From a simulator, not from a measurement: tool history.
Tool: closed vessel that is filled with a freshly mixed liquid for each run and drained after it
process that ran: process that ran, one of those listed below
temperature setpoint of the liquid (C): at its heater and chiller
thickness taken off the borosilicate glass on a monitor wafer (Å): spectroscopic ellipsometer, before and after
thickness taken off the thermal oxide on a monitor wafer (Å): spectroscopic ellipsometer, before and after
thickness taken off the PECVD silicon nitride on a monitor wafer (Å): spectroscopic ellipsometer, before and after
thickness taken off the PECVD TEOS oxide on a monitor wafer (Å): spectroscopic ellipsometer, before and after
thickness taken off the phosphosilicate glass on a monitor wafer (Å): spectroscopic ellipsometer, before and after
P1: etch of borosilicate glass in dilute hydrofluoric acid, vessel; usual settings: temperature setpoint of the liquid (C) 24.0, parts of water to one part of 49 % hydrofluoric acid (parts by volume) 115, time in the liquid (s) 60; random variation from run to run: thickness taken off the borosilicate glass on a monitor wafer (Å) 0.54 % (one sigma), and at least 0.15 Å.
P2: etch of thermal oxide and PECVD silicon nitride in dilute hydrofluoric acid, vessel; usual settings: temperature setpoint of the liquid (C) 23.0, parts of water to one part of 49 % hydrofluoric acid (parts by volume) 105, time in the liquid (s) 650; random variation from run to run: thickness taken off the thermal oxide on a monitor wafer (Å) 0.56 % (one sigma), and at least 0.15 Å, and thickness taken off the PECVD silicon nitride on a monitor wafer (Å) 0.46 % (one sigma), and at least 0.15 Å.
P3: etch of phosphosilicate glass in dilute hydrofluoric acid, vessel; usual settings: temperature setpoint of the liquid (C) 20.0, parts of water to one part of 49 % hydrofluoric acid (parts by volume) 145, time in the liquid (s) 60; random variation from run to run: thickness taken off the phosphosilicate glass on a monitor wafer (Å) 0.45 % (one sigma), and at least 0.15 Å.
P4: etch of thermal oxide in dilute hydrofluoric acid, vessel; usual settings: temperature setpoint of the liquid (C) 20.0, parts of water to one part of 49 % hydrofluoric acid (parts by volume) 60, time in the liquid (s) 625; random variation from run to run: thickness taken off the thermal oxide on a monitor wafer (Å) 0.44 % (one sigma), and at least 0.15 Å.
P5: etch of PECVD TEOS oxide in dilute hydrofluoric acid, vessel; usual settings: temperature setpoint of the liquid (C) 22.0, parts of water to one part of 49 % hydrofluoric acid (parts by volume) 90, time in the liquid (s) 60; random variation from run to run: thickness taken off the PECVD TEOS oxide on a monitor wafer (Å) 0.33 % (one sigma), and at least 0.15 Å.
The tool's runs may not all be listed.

run   hour  process that ran  temperature setpoint of the liquid (C)  parts of water to one part of 49 % hydrofluoric acid (parts by volume)  time in the liquid (s)  thickness taken off the borosilicate glass on a monitor wafer (Å)  thickness taken off the thermal oxide on a monitor wafer (Å)  thickness taken off the PECVD silicon nitride on a monitor wafer (Å)  thickness taken off the PECVD TEOS oxide on a monitor wafer (Å)  thickness taken off the phosphosilicate glass on a monitor wafer (Å)
  1   12.2                P1                                    24.0                                                                     115                      60                                                             206.01
  2   29.1                P2                                    31.0                                                                     105                     650                                                                                                                           373.77                                                                321.01
  3   40.5                P1                                    24.0                                                                     115                      30                                                             102.68
  4   58.7                P4                                    20.0                                                                      90                     625                                                                                                                           295.32
  5   70.6                P1                                    24.0                                                                     115                      60                                                             204.43
  6   83.0                P5                                    17.0                                                                      90                      60                                                                                                                                                                                                                                                                 107.970
  7   94.3                P3                                    20.0                                                                     145                     105                                                                                                                                                                                                                                                                                                                                        423.95
  8  109.8                P3                                    20.0                                                                     215                      60                                                                                                                                                                                                                                                                                                                                        151.55
  9  119.8                P1                                    17.0                                                                     165                      60                                                             103.27
 10  136.6                P2                                    23.0                                                                     105                     650                                                                                                                           272.33                                                                190.56
 11  146.8                P2                                    23.0                                                                     105                     650                                                                                                                           272.31                                                                190.97
 12  157.4                P5                                    22.0                                                                      90                     105                                                                                                                                                                                                                                                                 231.490
 13  170.2                P4                                    17.0                                                                      60                     625                                                                                                                           405.62
 14  178.5                P1                                    24.0                                                                      60                      60                                                             425.41
 15  196.6                P1                                    28.5                                                                     115                      60                                                             244.27
 16  215.1                P4                                    20.0                                                                      60                    1150                                                                                                                           851.56
 17  233.0                P1                                    19.5                                                                     115                      60                                                             172.37
 18  244.7                P3                                    20.0                                                                     145                      60                                                                                                                                                                                                                                                                                                                                        241.61
     245.9  -- hydrofluoric acid flow meter replaced
 19  254.5                P5                                    22.0                                                                      90                      60                                                                                                                                                                                                                                                                 132.490
 20  271.3                P4                                    20.0                                                                      60                     625                                                                                                                           461.26
 21  282.2                P2                                    23.0                                                                     105                    1090                                                                                                                           458.06                                                                320.53
 22  300.8                P1                                    24.0                                                                     115                      60                                                             205.48
 23  317.4                P3                                    17.0                                                                     145                      60                                                                                                                                                                                                                                                                                                                                        212.80
 24  335.1                P1                                    24.0                                                                     175                      60                                                             126.64
 25  353.4                P1                                    24.0                                                                     115                      60                                                             206.66
 26  369.5                P1                                    24.0                                                                     115                      60                                                             206.54
 27  379.1                P2                                    23.0                                                                     180                     650                                                                                                                           145.91                                                                111.52
 28  396.0                P1                                    24.0                                                                     115                     115                                                             388.88
 29  404.8                P1                                    24.0                                                                     115                      60                                                             204.63
 30  417.1                P5                                    22.0                                                                     160                      60                                                                                                                                                                                                                                                                  68.833
 31  425.4                P3                                    20.0                                                                     145                      60                                                                                                                                                                                                                                                                                                                                        241.62
 32  442.0                P1                                    24.0                                                                     115                      60                                                             205.42
 33  456.3                P1                                    24.0                                                                     115                      60                                                             199.24
 34  470.6                P1                                    24.0                                                                     115                      60                                                             195.82
 35  479.8                P1                                    24.0                                                                     115                      60                                                             191.63
 36  492.2                P1                                    24.0                                                                     115                      60                                                             191.42
 37  510.1                P1                                    24.0                                                                     115                      60                                                             190.90
 38  524.3                P1                                    24.0                                                                     115                      60                                                             189.42
 39  541.6                P1                                    24.0                                                                     115                      60                                                             189.24
 40  550.4                P1                                    24.0                                                                     115                      60                                                             187.95
 41  560.2                P1                                    24.0                                                                     115                      60                                                             188.66
 42  572.6                P1                                    24.0                                                                     115                      60                                                             188.09

What P1 gives has crept away from where it was. These 2 causes fit the log equally well, each at the size given:
A: liquid colder than its thermometer reads (K) = 2.2
B: hydrofluoric acid flow below the setpoint (%) = 7.32
The creep began at about hour 442.0.

4 check runs are offered, one wafer each, their results left as question marks. Which one tells the causes apart?
check 1  585.0                P4                                    20.0                                                                      80                    1130                                                                                                                                ?
check 2  585.0                P5                                    22.0                                                                     160                      60                                                                                                                                                                                                                                                                       ?
check 3  585.0                P2                                    31.0                                                                     180                     650                                                                                                                                ?                                                                     ?
check 4  585.0                P3                                    20.0                                                                     145                      85                                                                                                                                                                                                                                                                                                                                             ?

What each check would give under each cause:
  check                                                                result    if A    if B
check 1          thickness taken off the thermal oxide on a monitor wafer (Å)  556.51  561.62
check 2       thickness taken off the PECVD TEOS oxide on a monitor wafer (Å)  63.111  62.902
check 3          thickness taken off the thermal oxide on a monitor wafer (Å)  180.78  177.76
check 3  thickness taken off the PECVD silicon nitride on a monitor wafer (Å)  161.32  170.44
check 4  thickness taken off the phosphosilicate glass on a monitor wafer (Å)  312.13  312.40
How far apart the two closest causes lie, in the result that separates them most: check 1 0.91 %; check 2 0.33 %; check 3 5.5 %; check 4 0.09 %
Check 3 tells the causes apart: in the others they would give nearly the same result.

Check 3 was then run and gave: thickness taken off the thermal oxide on a monitor wafer (Å) 182.12; thickness taken off the PECVD silicon nitride on a monitor wafer (Å) 161.98. Which cause is it?

It is A: liquid colder than its thermometer reads (K).

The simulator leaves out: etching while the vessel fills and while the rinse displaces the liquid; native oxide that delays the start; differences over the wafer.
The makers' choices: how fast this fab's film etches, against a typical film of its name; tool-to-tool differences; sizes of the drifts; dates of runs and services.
